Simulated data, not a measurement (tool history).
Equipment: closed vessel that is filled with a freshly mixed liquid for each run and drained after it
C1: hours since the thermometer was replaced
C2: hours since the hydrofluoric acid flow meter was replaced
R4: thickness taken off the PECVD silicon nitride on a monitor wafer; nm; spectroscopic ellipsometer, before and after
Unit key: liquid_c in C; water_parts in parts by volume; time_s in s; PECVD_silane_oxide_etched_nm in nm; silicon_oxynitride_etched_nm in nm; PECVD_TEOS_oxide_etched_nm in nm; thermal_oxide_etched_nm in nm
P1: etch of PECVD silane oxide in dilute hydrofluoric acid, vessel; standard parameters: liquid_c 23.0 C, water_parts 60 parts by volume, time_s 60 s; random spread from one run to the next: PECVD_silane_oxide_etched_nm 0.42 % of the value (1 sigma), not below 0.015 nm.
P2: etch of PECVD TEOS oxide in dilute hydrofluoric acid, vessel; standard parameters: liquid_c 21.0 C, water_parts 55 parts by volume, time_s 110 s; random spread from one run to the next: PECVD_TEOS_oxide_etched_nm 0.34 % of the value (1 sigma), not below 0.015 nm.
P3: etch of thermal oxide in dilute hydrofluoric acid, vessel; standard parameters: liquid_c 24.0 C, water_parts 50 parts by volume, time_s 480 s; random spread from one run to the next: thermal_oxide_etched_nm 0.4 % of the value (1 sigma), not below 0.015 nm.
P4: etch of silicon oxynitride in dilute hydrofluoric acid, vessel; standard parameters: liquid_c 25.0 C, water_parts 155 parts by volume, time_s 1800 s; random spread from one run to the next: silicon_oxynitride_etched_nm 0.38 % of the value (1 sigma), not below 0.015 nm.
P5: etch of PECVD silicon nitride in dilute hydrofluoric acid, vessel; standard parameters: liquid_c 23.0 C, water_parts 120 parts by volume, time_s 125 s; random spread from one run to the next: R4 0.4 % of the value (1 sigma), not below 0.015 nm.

Run 1, hour 3.2: process P1, liquid_c 23.0 C, water_parts 60 parts by volume, time_s 60 s; C1 1141.3; C2 743.6. Result: PECVD_silane_oxide_etched_nm 31.923 nm.
Run 2, hour 6.4: process P4, liquid_c 25.0 C, water_parts 45 parts by volume, time_s 1800 s; C1 1144.5; C2 746.8. Result: silicon_oxynitride_etched_nm 65.348 nm.
Run 3, hour 12.5: process P1, liquid_c 23.0 C, water_parts 60 parts by volume, time_s 30 s; C1 1150.6; C2 752.9. Result: PECVD_silane_oxide_etched_nm 16.029 nm.
Run 4, hour 18.8: process P1, liquid_c 23.0 C, water_parts 60 parts by volume, time_s 60 s; C1 1156.9; C2 759.2. Result: PECVD_silane_oxide_etched_nm 32.148 nm.
Run 5, hour 23.8: process P2, liquid_c 25.5 C, water_parts 55 parts by volume, time_s 110 s; C1 1161.9; C2 764.2. Result: PECVD_TEOS_oxide_etched_nm 31.122 nm.
Run 6, hour 28.6: process P4, liquid_c 25.0 C, water_parts 155 parts by volume, time_s 1800 s; C1 1166.7; C2 769.0. Result: silicon_oxynitride_etched_nm 17.295 nm.
Run 7, hour 31.7: process P1, liquid_c 23.0 C, water_parts 30 parts by volume, time_s 60 s; C1 1169.8; C2 772.1. Result: PECVD_silane_oxide_etched_nm 66.691 nm.
Run 8, hour 36.7: process P2, liquid_c 21.0 C, water_parts 20 parts by volume, time_s 110 s; C1 1174.8; C2 777.1. Result: PECVD_TEOS_oxide_etched_nm 74.787 nm.
Run 9, hour 41.3: process P2, liquid_c 21.0 C, water_parts 55 parts by volume, time_s 110 s; C1 1179.4; C2 781.7. Result: PECVD_TEOS_oxide_etched_nm 25.823 nm.
Run 10, hour 47.7: process P5, liquid_c 23.0 C, water_parts 120 parts by volume, time_s 30 s; C1 1185.8; C2 788.1. Result: R4 1.3861 nm.
Run 11, hour 53.7: process P5, liquid_c 23.0 C, water_parts 175 parts by volume, time_s 125 s; C1 1191.8; C2 794.1. Result: R4 3.8841 nm.
Run 12, hour 57.6: process P4, liquid_c 25.0 C, water_parts 155 parts by volume, time_s 3265 s; C1 1195.7; C2 798.0. Result: silicon_oxynitride_etched_nm 31.373 nm.
Run 13, hour 62.6: process P1, liquid_c 23.0 C, water_parts 60 parts by volume, time_s 60 s; C1 1200.7; C2 803.0. Result: PECVD_silane_oxide_etched_nm 31.869 nm.
Run 14, hour 67.4: process P1, liquid_c 23.0 C, water_parts 60 parts by volume, time_s 60 s; C1 1205.5; C2 807.8. Result: PECVD_silane_oxide_etched_nm 31.968 nm.
Run 15, hour 70.9: process P5, liquid_c 17.0 C, water_parts 120 parts by volume, time_s 125 s; C1 1209.0; C2 811.3. Result: R4 3.7558 nm.
Run 16, hour 74.1: process P1, liquid_c 27.5 C, water_parts 60 parts by volume, time_s 115 s; C1 1212.2; C2 814.5. Result: PECVD_silane_oxide_etched_nm 74.058 nm.
Run 17, hour 77.8: process P1, liquid_c 28.0 C, water_parts 60 parts by volume, time_s 60 s; C1 1215.9; C2 818.2. Result: PECVD_silane_oxide_etched_nm 39.088 nm.
Run 18, hour 83.3: process P4, liquid_c 31.0 C, water_parts 155 parts by volume, time_s 1800 s; C1 1221.4; C2 823.7. Result: silicon_oxynitride_etched_nm 22.409 nm.
Run 19, hour 88.7: process P3, liquid_c 24.0 C, water_parts 50 parts by volume, time_s 155 s; C1 1226.8; C2 829.1. Result: thermal_oxide_etched_nm 15.366 nm.
Run 20, hour 93.6: process P1, liquid_c 23.0 C, water_parts 100 parts by volume, time_s 60 s; C1 1231.7; C2 834.0. Result: PECVD_silane_oxide_etched_nm 18.187 nm.
Run 21, hour 100.1: process P1, liquid_c 17.5 C, water_parts 60 parts by volume, time_s 60 s; C1 1238.2; C2 840.5. Result: PECVD_silane_oxide_etched_nm 25.488 nm.
Run 22, hour 104.2: process P5, liquid_c 23.0 C, water_parts 120 parts by volume, time_s 125 s; C1 1242.3; C2 844.6. Result: R4 5.6687 nm.
Run 23, hour 108.5: process P1, liquid_c 28.0 C, water_parts 60 parts by volume, time_s 95 s; C1 1246.6; C2 848.9. Result: PECVD_silane_oxide_etched_nm 62.208 nm.
Run 24, hour 114.5: process P5, liquid_c 23.0 C, water_parts 120 parts by volume, time_s 125 s; C1 1252.6; C2 854.9. Result: R4 5.6550 nm.
Run 25, hour 117.5: process P2, liquid_c 21.0 C, water_parts 55 parts by volume, time_s 110 s; C1 1255.6; C2 857.9. Result: PECVD_TEOS_oxide_etched_nm 25.752 nm.
Run 26, hour 121.4: process P2, liquid_c 21.0 C, water_parts 55 parts by volume, time_s 195 s; C1 1259.5; C2 861.8. Result: PECVD_TEOS_oxide_etched_nm 46.230 nm.
Run 27, hour 127.2: process P1, liquid_c 23.0 C, water_parts 60 parts by volume, time_s 60 s; C1 1265.3; C2 867.6. Result: PECVD_silane_oxide_etched_nm 32.234 nm.
Run 28, hour 130.7: process P3, liquid_c 17.5 C, water_parts 50 parts by volume, time_s 480 s; C1 1268.8; C2 871.1. Result: thermal_oxide_etched_nm 36.215 nm.
Run 29, hour 136.0: process P1, liquid_c 23.0 C, water_parts 60 parts by volume, time_s 95 s; C1 1274.1; C2 876.4. Result: PECVD_silane_oxide_etched_nm 50.721 nm.
Run 30, hour 140.7: process P3, liquid_c 24.0 C, water_parts 30 parts by volume, time_s 480 s; C1 1278.8; C2 881.1. Result: thermal_oxide_etched_nm 81.928 nm.
Run 31, hour 146.3: process P3, liquid_c 24.0 C, water_parts 50 parts by volume, time_s 480 s; C1 1284.4; C2 886.7. Result: thermal_oxide_etched_nm 47.792 nm.
Run 32, hour 151.1: process P1, liquid_c 23.0 C, water_parts 60 parts by volume, time_s 60 s; C1 1289.2; C2 891.5. Result: PECVD_silane_oxide_etched_nm 32.046 nm.
Run 33, hour 157.7: process P1, liquid_c 23.0 C, water_parts 60 parts by volume, time_s 60 s; C1 1295.8; C2 898.1. Result: PECVD_silane_oxide_etched_nm 33.261 nm.
Run 34, hour 163.1: process P1, liquid_c 23.0 C, water_parts 60 parts by volume, time_s 60 s; C1 1301.2; C2 903.5. Result: PECVD_silane_oxide_etched_nm 34.129 nm.
Run 35, hour 167.1: process P1, liquid_c 23.0 C, water_parts 60 parts by volume, time_s 60 s; C1 1305.2; C2 907.5. Result: PECVD_silane_oxide_etched_nm 34.218 nm.
Run 36, hour 171.5: process P1, liquid_c 23.0 C, water_parts 60 parts by volume, time_s 60 s; C1 1309.6; C2 911.9. Result: PECVD_silane_oxide_etched_nm 34.653 nm.
Run 37, hour 175.4: process P1, liquid_c 23.0 C, water_parts 60 parts by volume, time_s 60 s; C1 1313.5; C2 915.8. Result: PECVD_silane_oxide_etched_nm 34.951 nm.
Run 38, hour 179.3: process P1, liquid_c 23.0 C, water_parts 60 parts by volume, time_s 60 s; C1 1317.4; C2 919.7. Result: PECVD_silane_oxide_etched_nm 34.885 nm.
Run 39, hour 182.4: process P1, liquid_c 23.0 C, water_parts 60 parts by volume, time_s 60 s; C1 1320.5; C2 922.8. Result: PECVD_silane_oxide_etched_nm 34.844 nm.
Run 40, hour 188.9: process P1, liquid_c 23.0 C, water_parts 60 parts by volume, time_s 60 s; C1 1327.0; C2 929.3. Result: PECVD_silane_oxide_etched_nm 34.787 nm.

What P1 gives has crept away from where it was. These 2 causes fit the log equally well, each at the size given:
A: hydrofluoric acid flow above the setpoint (%) = 8.59
B: liquid hotter than its thermometer reads (K) = 2.17
The onset of the drift is placed at about hour 151.1.

Below are 4 check runs, each on a single wafer, with their results shown as question marks. Which of them would tell the listed causes apart, meaning the causes would give clearly different results under it?
Run check 1, hour 195.4: process P5, liquid_c 23.0 C, water_parts 120 parts by volume, time_s 125 s. Result: R4 ?.
Run check 2, hour 195.4: process P4, liquid_c 25.0 C, water_parts 155 parts by volume, time_s 1800 s. Result: silicon_oxynitride_etched_nm ?.
Run check 3, hour 195.4: process P2, liquid_c 21.0 C, water_parts 55 parts by volume, time_s 110 s. Result: PECVD_TEOS_oxide_etched_nm ?.
Run check 4, hour 195.4: process P3, liquid_c 24.0 C, water_parts 50 parts by volume, time_s 480 s. Result: thermal_oxide_etched_nm ?.

If the cause were each of the candidates in turn, the checks would give the following:
  check                        result    if A    if B
check 1                            R4  6.1049  6.4858
check 2  silicon_oxynitride_etched_nm  18.955  19.047
check 3    PECVD_TEOS_oxide_etched_nm  28.356  28.430
check 4       thermal_oxide_etched_nm  52.086  52.126
Separation of the two closest causes in each check, using whichever result separates them best: check 1 6.05 %; check 2 0.48 %; check 3 0.26 %; check 4 0.08 %
Check 1 is the one run that separates the causes; every other check would come out nearly the same whichever cause is at work.

Check 1 was then run and gave: R4 6.5333 nm. Which cause is it?

B is the cause: liquid hotter than its thermometer reads (K).
